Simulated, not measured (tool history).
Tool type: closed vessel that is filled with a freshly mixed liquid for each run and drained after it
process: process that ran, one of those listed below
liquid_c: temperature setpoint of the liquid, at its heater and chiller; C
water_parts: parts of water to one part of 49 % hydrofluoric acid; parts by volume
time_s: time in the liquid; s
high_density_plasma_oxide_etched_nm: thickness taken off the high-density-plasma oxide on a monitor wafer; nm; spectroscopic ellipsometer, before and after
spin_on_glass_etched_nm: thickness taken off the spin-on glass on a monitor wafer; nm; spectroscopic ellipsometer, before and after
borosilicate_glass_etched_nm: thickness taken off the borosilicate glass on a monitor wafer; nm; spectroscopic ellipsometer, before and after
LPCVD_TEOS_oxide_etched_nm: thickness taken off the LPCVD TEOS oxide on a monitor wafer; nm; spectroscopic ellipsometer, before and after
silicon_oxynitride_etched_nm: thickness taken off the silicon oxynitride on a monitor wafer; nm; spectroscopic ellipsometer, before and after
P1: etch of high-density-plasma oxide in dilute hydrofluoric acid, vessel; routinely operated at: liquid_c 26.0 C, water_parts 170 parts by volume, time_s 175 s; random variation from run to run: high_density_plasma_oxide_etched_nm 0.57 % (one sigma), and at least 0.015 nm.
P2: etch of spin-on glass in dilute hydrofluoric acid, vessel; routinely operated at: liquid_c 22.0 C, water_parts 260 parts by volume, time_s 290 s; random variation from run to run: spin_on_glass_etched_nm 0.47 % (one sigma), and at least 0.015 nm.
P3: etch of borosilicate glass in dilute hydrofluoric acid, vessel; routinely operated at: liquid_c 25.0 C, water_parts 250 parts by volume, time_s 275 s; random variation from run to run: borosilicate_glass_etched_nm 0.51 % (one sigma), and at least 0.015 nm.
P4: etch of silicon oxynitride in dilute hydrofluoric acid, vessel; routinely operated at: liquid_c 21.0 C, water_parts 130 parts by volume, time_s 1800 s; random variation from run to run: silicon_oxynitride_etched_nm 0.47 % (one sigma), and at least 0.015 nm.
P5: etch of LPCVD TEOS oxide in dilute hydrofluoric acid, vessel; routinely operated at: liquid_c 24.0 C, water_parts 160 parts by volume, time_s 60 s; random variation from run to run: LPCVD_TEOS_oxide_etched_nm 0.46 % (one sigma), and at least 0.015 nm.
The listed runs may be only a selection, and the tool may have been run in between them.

run,hour,process,liquid_c,water_parts,time_s,high_density_plasma_oxide_etched_nm,spin_on_glass_etched_nm,borosilicate_glass_etched_nm,LPCVD_TEOS_oxide_etched_nm,silicon_oxynitride_etched_nm
1,13.3,P1,26.0,170,175,5.1290,,,,
2,25.9,P1,20.5,170,175,4.1583,,,,
3,34.6,P1,21.0,100,175,7.7087,,,,
4,47.1,P1,26.0,170,175,5.0728,,,,
5,64.1,P2,18.5,260,290,,23.9200,,,
6,80.8,P1,26.0,170,175,5.0895,,,,
7,90.7,P3,19.0,250,275,,,18.9310,,
8,106.0,P1,26.0,170,175,5.0747,,,,
9,118.8,P2,22.0,470,290,,12.3550,,,
10,130.7,P3,25.0,50,275,,,149.4100,,
11,140.3,P1,26.0,170,95,2.7671,,,,
12,151.0,P1,26.0,170,175,5.0903,,,,
13,160.4,P5,24.0,160,60,,,,9.8010,
14,171.7,P1,19.0,110,175,6.4392,,,,
15,183.2,P4,21.0,210,1800,,,,,10.310
16,195.2,P4,21.0,130,1800,,,,,17.488
17,206.3,P1,26.0,170,295,8.5712,,,,
18,217.2,P4,21.0,130,3560,,,,,34.621
19,234.0,P2,22.0,260,290,,26.8460,,,
20,248.6,P1,33.0,170,175,6.4951,,,,
21,260.1,P5,24.0,160,115,,,,18.9800,
22,274.3,P5,24.0,295,60,,,,4.5948,
23,290.0,P5,20.5,160,60,,,,8.6213,
24,306.0,P2,22.0,260,105,,9.8112,,,
25,323.1,P3,25.0,250,275,,,23.4740,,
26,333.1,P4,21.0,130,1800,,,,,17.446
27,344.1,P4,28.5,130,1800,,,,,24.626
28,356.8,P1,26.0,250,175,3.1442,,,,
29,373.4,P3,25.0,250,65,,,5.6043,,
30,385.9,P1,26.0,45,175,22.6210,,,,
31,394.1,P1,26.0,170,175,5.1094,,,,
32,401.8,P1,26.0,170,175,4.9908,,,,
33,413.2,P1,26.0,170,175,4.8924,,,,
34,424.4,P1,26.0,170,175,4.8674,,,,
35,438.2,P1,26.0,170,175,4.7794,,,,
36,450.2,P1,26.0,170,175,4.7446,,,,
37,464.6,P1,26.0,170,175,4.7339,,,,
38,480.2,P1,26.0,170,175,4.7447,,,,
39,492.7,P1,26.0,170,175,4.6871,,,,
40,507.8,P1,26.0,170,175,4.7001,,,,
41,524.7,P1,26.0,170,175,4.6688,,,,
42,535.6,P1,26.0,170,175,4.6425,,,,

Something has made what P1 gives creep away from where it was; the 2 causes below, each at its own stated size, fit the log equally well:
A: liquid colder than its thermometer reads (K) = 2.18
B: hydrofluoric acid flow below the setpoint (%) = 6.51
The drift started at roughly hour 394.1.

Consider the 4 check runs below, whose results appear as question marks and each of which averages 2 wafers. Which one distinguishes the causes, in that each cause would give it a clearly different result?
check 1,546.5,P3,25.0,250,275,,,?,,
check 2,546.5,P2,22.0,260,290,,?,,,
check 3,546.5,P4,21.0,130,1800,,,,,?
check 4,546.5,P5,24.0,160,60,,,,?,

If the cause were each of the candidates in turn, the checks would give the following:
check,result,if A,if B
check 1,borosilicate_glass_etched_nm,21.8420,21.6860
check 2,spin_on_glass_etched_nm,24.9740,24.8700
check 3,silicon_oxynitride_etched_nm,15.795,16.295
check 4,LPCVD_TEOS_oxide_etched_nm,9.0530,9.0885
Distance between the nearest two causes, measured in the result of the check that separates them most: check 1 0.72 %; check 2 0.42 %; check 3 3.12 %; check 4 0.39 %
Check 3 distinguishes between the causes, while the remaining checks would return nearly the same result for all of them.

Check 3 was then run and gave: silicon_oxynitride_etched_nm 15.913 nm. Which cause is it?

A is the cause: liquid colder than its thermometer reads (K).
